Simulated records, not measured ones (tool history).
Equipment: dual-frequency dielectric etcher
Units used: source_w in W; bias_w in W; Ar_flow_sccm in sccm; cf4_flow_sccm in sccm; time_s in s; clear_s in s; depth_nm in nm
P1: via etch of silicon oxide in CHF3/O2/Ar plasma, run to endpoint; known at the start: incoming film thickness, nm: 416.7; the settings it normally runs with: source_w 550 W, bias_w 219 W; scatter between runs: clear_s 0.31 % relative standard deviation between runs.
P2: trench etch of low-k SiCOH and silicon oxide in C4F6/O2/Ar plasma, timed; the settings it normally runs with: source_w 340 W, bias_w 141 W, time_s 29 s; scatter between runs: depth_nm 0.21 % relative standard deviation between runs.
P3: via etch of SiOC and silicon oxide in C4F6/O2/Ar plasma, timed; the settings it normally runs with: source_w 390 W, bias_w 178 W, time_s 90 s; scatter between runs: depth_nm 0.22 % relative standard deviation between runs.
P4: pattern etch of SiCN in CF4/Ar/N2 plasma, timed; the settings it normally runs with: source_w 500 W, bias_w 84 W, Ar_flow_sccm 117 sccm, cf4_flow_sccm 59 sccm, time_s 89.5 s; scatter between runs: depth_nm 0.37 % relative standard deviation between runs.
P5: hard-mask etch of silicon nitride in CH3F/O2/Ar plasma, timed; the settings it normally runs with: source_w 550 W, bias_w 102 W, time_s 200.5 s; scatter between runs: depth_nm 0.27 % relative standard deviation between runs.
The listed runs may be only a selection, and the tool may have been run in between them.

run	hour	process	source_w	bias_w	Ar_flow_sccm	cf4_flow_sccm	time_s	hours since the last wet clean	hours since the last source power generator calibration	hours since the last bias power generator calibration	clear_s	depth_nm
1	6.4	P1	550	219				175.9	214.1	687.2	202.58	
2	13.4	P1	430	219				182.9	221.1	694.2	221.93	
3	24.2	P1	760	153				193.7	231.9	705	202.43	
4	31.4	P4	500	54	117	59	89.5	200.9	239.1	712.2		74.276
5	37.6	P2	440	141			29	207.1	245.3	718.4		86.412
6	43.6	P2	340	188			29	213.1	251.3	724.4		85.598
7	49.4	P1	550	157				218.9	257.1	730.2	227.58	
8	56.6	P1	740	219				226.1	264.3	737.4	180.71	
9	63.2	P1	550	219				232.7	270.9	744	202.44	
10	75.4	P4	500	84	117	59	49	244.9	283.1	756.2		47.856
11	87.2	P2	340	141			29	256.7	294.9	768		78.194
12	99.4	P1	550	266				268.9	307.1	780.2	190.08	
13	106	P5	550	59			200.5	275.5	313.7	786.8		143.83
14	117.8	P4	500	84	117	46	89.5	287.3	325.5	798.6		83.803
15	128	P3	390	178			90	297.5	335.7	808.8		95.388
16	134.4	P2	340	141			16	303.9	342.1	815.2		43.146
17	145.9	P3	390	113			90	315.4	353.6	826.7		83.066
18	153.3	P4	500	84	85	59	89.5	322.8	361	834.1		91.407
19	161.6	P1	550	219				331.1	369.3	842.4	203.38	
20	170.6	P4	500	84	117	59	89.5	340.1	378.3	851.4		86.972
21	182.3	P2	340	141			29	351.8	390	863.1		78.31
22	192.3	P1	660	150				361.8	400	873.1	215.89	
23	204.1	P4	500	84	117	59	89.5	373.6	411.8	884.9		87.349
# hour 206.4: bias power generator calibrated
24	212.3	P1	550	219				381.8	420	5.9	201.26	
25	224.2	P3	390	178			56.5	393.7	431.9	17.8		59.927
26	231.6	P5	550	102			200.5	401.1	439.3	25.2		174.12
27	241.9	P1	460	157				411.4	449.6	35.5	242.86	
28	248	P3	390	178			90	417.5	455.7	41.6		95.175
29	253.9	P5	550	102			290.5	423.4	461.6	47.5		250.45
30	261.9	P4	340	84	117	59	89.5	431.4	469.6	55.5		62.399
31	268.5	P5	750	102			200.5	438	476.2	62.1		194.55
32	278.5	P3	240	178			90	448	486.2	72.1		79.047
33	285.4	P1	550	219				454.9	493.1	79	202.84	
34	294.1	P1	550	219				463.6	501.8	87.7	203.07	
35	303.2	P1	550	219				472.7	510.9	96.8	205.17	
36	311.2	P1	550	219				480.7	518.9	104.8	205.49	
37	317.1	P1	550	219				486.6	524.8	110.7	204.52	
# hour 324.2: wet clean of the chamber
38	328.9	P1	550	219				4.7	536.6	122.5	205.73	
39	335.9	P1	550	219				11.7	543.6	129.5	205.97	
40	341.6	P1	550	219				17.4	549.3	135.2	204.62	

Compared with where it was, what P1 gives has crept away. Each cause listed below fits the log as well as the rest, at the size given for it:
A: bias power that arrives under what is set, % = 4.38
B: source power that arrives under what is set, % = 4.07
At approximately hour 294.1, the process output began to creep.
Why every other cause is out:
chamber walls in a state that lowers the etch rate, %: work on it at hour 324.2, done after the drift set in, did not restore what the process gave before

Below are 4 check runs, each averaged over 2 wafers, with their results shown as question marks. Which of them would give clearly different results depending on which cause is behind the drift?
check 1	347.3	P2	420	141			19					?
check 2	347.3	P4	500	57	117	59	89.5					?
check 3	347.3	P3	250	126			90					?
check 4	347.3	P5	550	62			252.5					?

Expected result of each check under each candidate cause:
check	result	if A	if B
check 1	depth_nm	54.982	54.807
check 2	depth_nm	74.66	73.102
check 3	depth_nm	70.979	70.8
check 4	depth_nm	181.96	181.65
How far apart the two closest causes lie, in the result that separates them most: check 1 0.32 %; check 2 2.11 %; check 3 0.25 %; check 4 0.17 %
Check 2 tells the causes apart: in the others they would give nearly the same result.

Check 2 was carried out, with these results: depth_nm 73.099 nm. Which of the listed causes is responsible?

Of the candidate causes, it is B: source power that arrives under what is set, %.
